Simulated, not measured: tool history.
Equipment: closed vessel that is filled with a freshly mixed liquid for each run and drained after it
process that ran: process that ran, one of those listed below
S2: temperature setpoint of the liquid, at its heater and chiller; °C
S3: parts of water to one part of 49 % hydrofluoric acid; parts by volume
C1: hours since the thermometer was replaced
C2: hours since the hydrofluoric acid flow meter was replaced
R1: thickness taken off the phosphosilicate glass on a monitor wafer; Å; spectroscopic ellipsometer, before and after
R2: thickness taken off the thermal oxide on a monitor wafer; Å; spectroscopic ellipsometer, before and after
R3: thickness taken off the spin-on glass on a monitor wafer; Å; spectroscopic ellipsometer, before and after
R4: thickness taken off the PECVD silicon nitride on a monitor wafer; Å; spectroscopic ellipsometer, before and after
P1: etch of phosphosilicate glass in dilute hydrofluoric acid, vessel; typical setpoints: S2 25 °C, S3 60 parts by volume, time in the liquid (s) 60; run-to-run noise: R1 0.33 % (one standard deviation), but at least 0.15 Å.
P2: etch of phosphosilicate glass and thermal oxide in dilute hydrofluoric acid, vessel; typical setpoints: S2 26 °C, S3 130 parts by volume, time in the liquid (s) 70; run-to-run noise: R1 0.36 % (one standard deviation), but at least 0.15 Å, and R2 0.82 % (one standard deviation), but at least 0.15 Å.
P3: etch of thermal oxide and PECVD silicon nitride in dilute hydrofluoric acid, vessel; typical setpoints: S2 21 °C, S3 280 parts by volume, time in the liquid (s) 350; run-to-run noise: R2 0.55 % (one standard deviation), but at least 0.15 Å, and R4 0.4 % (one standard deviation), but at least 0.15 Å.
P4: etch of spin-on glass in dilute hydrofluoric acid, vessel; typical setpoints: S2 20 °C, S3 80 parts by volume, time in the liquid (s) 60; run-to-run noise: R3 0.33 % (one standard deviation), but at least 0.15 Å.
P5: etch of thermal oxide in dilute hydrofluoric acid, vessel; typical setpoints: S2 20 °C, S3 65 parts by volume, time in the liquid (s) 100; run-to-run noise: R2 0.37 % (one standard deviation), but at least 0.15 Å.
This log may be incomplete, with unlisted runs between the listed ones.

run 1 hour=3.6 | process_that_ran=P1 S2=25 S3=60 time_in_the_liquid_(s)=60 | C1=630.8 C2=448.1 | R1=1123.7
run 2 hour=6.9 | process_that_ran=P5 S2=20 S3=65 time_in_the_liquid_(s)=200 | C1=634.1 C2=451.4 | R2=125.58
run 3 hour=12.4 | process_that_ran=P4 S2=20 S3=80 time_in_the_liquid_(s)=60 | C1=639.6 C2=456.9 | R3=193.1
run 4 hour=18.6 | process_that_ran=P1 S2=25 S3=60 time_in_the_liquid_(s)=30 | C1=645.8 C2=463.1 | R1=558.97
run 5 hour=22.5 | process_that_ran=P2 S2=34 S3=130 time_in_the_liquid_(s)=70 | C1=649.7 C2=467 | R1=434.3 R2=34.867
run 6 hour=27 | process_that_ran=P1 S2=25 S3=95 time_in_the_liquid_(s)=60 | C1=654.2 C2=471.5 | R1=679.08
run 7 hour=31.8 | process_that_ran=P3 S2=21 S3=280 time_in_the_liquid_(s)=675 | C1=659 C2=476.3 | R2=81.582 R4=114.74
run 8 hour=35.1 | process_that_ran=P1 S2=25 S3=60 time_in_the_liquid_(s)=60 | C1=662.3 C2=479.6 | R1=1129.3
run 9 hour=38.7 | process_that_ran=P1 S2=32 S3=60 time_in_the_liquid_(s)=60 | C1=665.9 C2=483.2 | R1=1473.4
run 10 hour=42.7 | process_that_ran=P1 S2=25 S3=60 time_in_the_liquid_(s)=60 | C1=669.9 C2=487.2 | R1=1124
run 11 hour=48.4 | process_that_ran=P4 S2=27 S3=80 time_in_the_liquid_(s)=60 | C1=675.6 C2=492.9 | R3=254.31
run 12 hour=52.8 | process_that_ran=P1 S2=25 S3=60 time_in_the_liquid_(s)=60 | C1=680 C2=497.3 | R1=1121.6
run 13 hour=56.2 | process_that_ran=P5 S2=17 S3=65 time_in_the_liquid_(s)=100 | C1=683.4 C2=500.7 | R2=54.769
run 14 hour=61.4 | process_that_ran=P2 S2=26 S3=130 time_in_the_liquid_(s)=70 | C1=688.6 C2=505.9 | R1=325.13 R2=25.469
run 15 hour=64.5 | process_that_ran=P4 S2=20 S3=80 time_in_the_liquid_(s)=120 | C1=691.7 C2=509 | R3=382.51
run 16 hour=69.9 | process_that_ran=P1 S2=25 S3=35 time_in_the_liquid_(s)=60 | C1=697.1 C2=514.4 | R1=1999.9
run 17 hour=74.7 | process_that_ran=P4 S2=20 S3=110 time_in_the_liquid_(s)=60 | C1=701.9 C2=519.2 | R3=134.73
run 18 hour=80 | process_that_ran=P3 S2=21 S3=280 time_in_the_liquid_(s)=350 | C1=707.2 C2=524.5 | R2=41.777 R4=60.126
run 19 hour=83.3 | process_that_ran=P1 S2=25 S3=60 time_in_the_liquid_(s)=60 | C1=710.5 C2=527.8 | R1=1128.5
run 20 hour=90 | process_that_ran=P2 S2=26 S3=130 time_in_the_liquid_(s)=30 | C1=717.2 C2=534.5 | R1=140.32 R2=10.907
run 21 hour=94.5 | process_that_ran=P2 S2=26 S3=30 time_in_the_liquid_(s)=70 | C1=721.7 C2=539 | R1=1608.1 R2=128.53
run 22 hour=98.6 | process_that_ran=P1 S2=25 S3=40 time_in_the_liquid_(s)=100 | C1=725.8 C2=543.1 | R1=2889.1
run 23 hour=101.7 | process_that_ran=P5 S2=20 S3=30 time_in_the_liquid_(s)=100 | C1=728.9 C2=546.2 | R2=142.66
run 24 hour=106 | process_that_ran=P3 S2=21 S3=70 time_in_the_liquid_(s)=350 | C1=733.2 C2=550.5 | R2=208.41 R4=230.81
run 25 hour=109.8 | process_that_ran=P1 S2=25 S3=20 time_in_the_liquid_(s)=30 | C1=737 C2=554.3 | R1=1791
run 26 hour=112.9 | process_that_ran=P1 S2=31.5 S3=100 time_in_the_liquid_(s)=60 | C1=740.1 C2=557.4 | R1=817.18
run 27 hour=116.4 | process_that_ran=P3 S2=21 S3=280 time_in_the_liquid_(s)=350 | C1=743.6 C2=560.9 | R2=41.846 R4=59.681
run 28 hour=119.7 | process_that_ran=P1 S2=25 S3=60 time_in_the_liquid_(s)=105 | C1=746.9 C2=564.2 | R1=1963.6
run 29 hour=123.9 | process_that_ran=P1 S2=17 S3=60 time_in_the_liquid_(s)=60 | C1=751.1 C2=568.4 | R1=800.9
run 30 hour=130.8 | process_that_ran=P5 S2=20 S3=65 time_in_the_liquid_(s)=100 | C1=758 C2=575.3 | R2=63.031
run 31 hour=135.5 | process_that_ran=P2 S2=26 S3=130 time_in_the_liquid_(s)=70 | C1=762.7 C2=580 | R1=326.12 R2=25.72
run 32 hour=138.5 | process_that_ran=P3 S2=25 S3=280 time_in_the_liquid_(s)=350 | C1=765.7 C2=583 | R2=47.931 R4=77.13
run 33 hour=144.9 | process_that_ran=P1 S2=25 S3=60 time_in_the_liquid_(s)=60 | C1=772.1 C2=589.4 | R1=1118.4
run 34 hour=147.9 | process_that_ran=P1 S2=25 S3=60 time_in_the_liquid_(s)=60 | C1=775.1 C2=592.4 | R1=1092.5
run 35 hour=153.3 | process_that_ran=P1 S2=25 S3=60 time_in_the_liquid_(s)=60 | C1=780.5 C2=597.8 | R1=1061
run 36 hour=159.9 | process_that_ran=P1 S2=25 S3=60 time_in_the_liquid_(s)=60 | C1=787.1 C2=604.4 | R1=1035.9
run 37 hour=164.9 | process_that_ran=P1 S2=25 S3=60 time_in_the_liquid_(s)=60 | C1=792.1 C2=609.4 | R1=1037.2

Run 38 has not been measured yet. What should we expect?
run 38 hour=170.7 | process_that_ran=P1 S2=25 S3=60 time_in_the_liquid_(s)=60 | C1=797.9 C2=615.2 | R1=?

Run 38 produced R1 1024 Å.

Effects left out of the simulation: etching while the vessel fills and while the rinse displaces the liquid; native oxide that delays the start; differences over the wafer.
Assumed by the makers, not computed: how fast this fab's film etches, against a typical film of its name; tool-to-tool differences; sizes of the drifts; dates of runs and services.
